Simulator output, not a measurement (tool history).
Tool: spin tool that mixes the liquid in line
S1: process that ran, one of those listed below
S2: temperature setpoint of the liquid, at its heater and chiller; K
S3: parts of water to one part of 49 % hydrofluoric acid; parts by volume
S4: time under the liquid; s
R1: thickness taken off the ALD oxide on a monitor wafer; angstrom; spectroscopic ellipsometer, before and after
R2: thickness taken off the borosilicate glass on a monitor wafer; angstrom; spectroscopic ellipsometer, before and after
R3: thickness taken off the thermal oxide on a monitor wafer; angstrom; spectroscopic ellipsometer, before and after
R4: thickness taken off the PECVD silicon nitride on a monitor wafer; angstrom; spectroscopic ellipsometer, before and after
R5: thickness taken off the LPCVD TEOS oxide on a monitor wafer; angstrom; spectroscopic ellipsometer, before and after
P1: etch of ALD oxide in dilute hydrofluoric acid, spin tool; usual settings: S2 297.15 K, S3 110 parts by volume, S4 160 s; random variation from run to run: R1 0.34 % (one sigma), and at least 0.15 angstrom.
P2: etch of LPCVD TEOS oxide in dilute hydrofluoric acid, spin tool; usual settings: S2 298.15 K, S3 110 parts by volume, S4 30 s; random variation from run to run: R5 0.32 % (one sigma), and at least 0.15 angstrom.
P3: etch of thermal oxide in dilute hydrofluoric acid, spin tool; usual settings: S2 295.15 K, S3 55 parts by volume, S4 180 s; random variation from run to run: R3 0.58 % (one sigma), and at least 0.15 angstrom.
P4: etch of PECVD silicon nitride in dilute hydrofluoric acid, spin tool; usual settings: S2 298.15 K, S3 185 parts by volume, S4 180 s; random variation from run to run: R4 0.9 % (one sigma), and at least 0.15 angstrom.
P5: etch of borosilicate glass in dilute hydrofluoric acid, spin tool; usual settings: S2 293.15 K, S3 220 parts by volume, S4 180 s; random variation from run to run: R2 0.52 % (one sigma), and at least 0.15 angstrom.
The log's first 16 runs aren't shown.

-- hour=135.5 hydrofluoric acid flow meter replaced
run 17 hour=137.9 | S1=P5 S2=293.15 S3=220 S4=65 | R2=43.396
run 18 hour=144.6 | S1=P2 S2=298.15 S3=110 S4=30 | R5=112.09
run 19 hour=151.4 | S1=P1 S2=302.65 S3=110 S4=160 | R1=477.14
run 20 hour=161.4 | S1=P1 S2=297.15 S3=110 S4=15 | R1=36.071
run 21 hour=166.7 | S1=P1 S2=297.15 S3=110 S4=295 | R1=707.79
run 22 hour=176.8 | S1=P1 S2=297.15 S3=110 S4=160 | R1=383.24
run 23 hour=187.6 | S1=P5 S2=293.15 S3=320 S4=180 | R2=76.258
run 24 hour=198.2 | S1=P3 S2=295.15 S3=55 S4=85 | R3=71.91
run 25 hour=205.9 | S1=P1 S2=297.15 S3=110 S4=160 | R1=383.27
run 26 hour=215.8 | S1=P4 S2=298.15 S3=185 S4=180 | R4=23.983
run 27 hour=226.4 | S1=P1 S2=297.15 S3=170 S4=270 | R1=393.46
run 28 hour=232.6 | S1=P5 S2=293.15 S3=220 S4=180 | R2=121.49
run 29 hour=238.5 | S1=P1 S2=297.15 S3=180 S4=160 | R1=216.4
run 30 hour=245.7 | S1=P1 S2=297.15 S3=110 S4=160 | R1=384.91
run 31 hour=255.8 | S1=P1 S2=290.65 S3=110 S4=300 | R1=554.53
run 32 hour=264.4 | S1=P4 S2=298.15 S3=185 S4=270 | R4=35.792
run 33 hour=270.5 | S1=P4 S2=303.15 S3=185 S4=180 | R4=32.688
run 34 hour=279.5 | S1=P1 S2=297.15 S3=110 S4=160 | R1=386.41
run 35 hour=286 | S1=P1 S2=297.15 S3=110 S4=160 | R1=394.19
run 36 hour=293.7 | S1=P1 S2=297.15 S3=110 S4=160 | R1=401.56
run 37 hour=299.9 | S1=P1 S2=297.15 S3=110 S4=160 | R1=407.21
run 38 hour=306.5 | S1=P1 S2=297.15 S3=110 S4=160 | R1=409.19

The next listed run, before its measurement:
run 39 hour=313.1 | S1=P1 S2=297.15 S3=110 S4=160 | R1=?

{"run 39": {"R1": 407.71}}

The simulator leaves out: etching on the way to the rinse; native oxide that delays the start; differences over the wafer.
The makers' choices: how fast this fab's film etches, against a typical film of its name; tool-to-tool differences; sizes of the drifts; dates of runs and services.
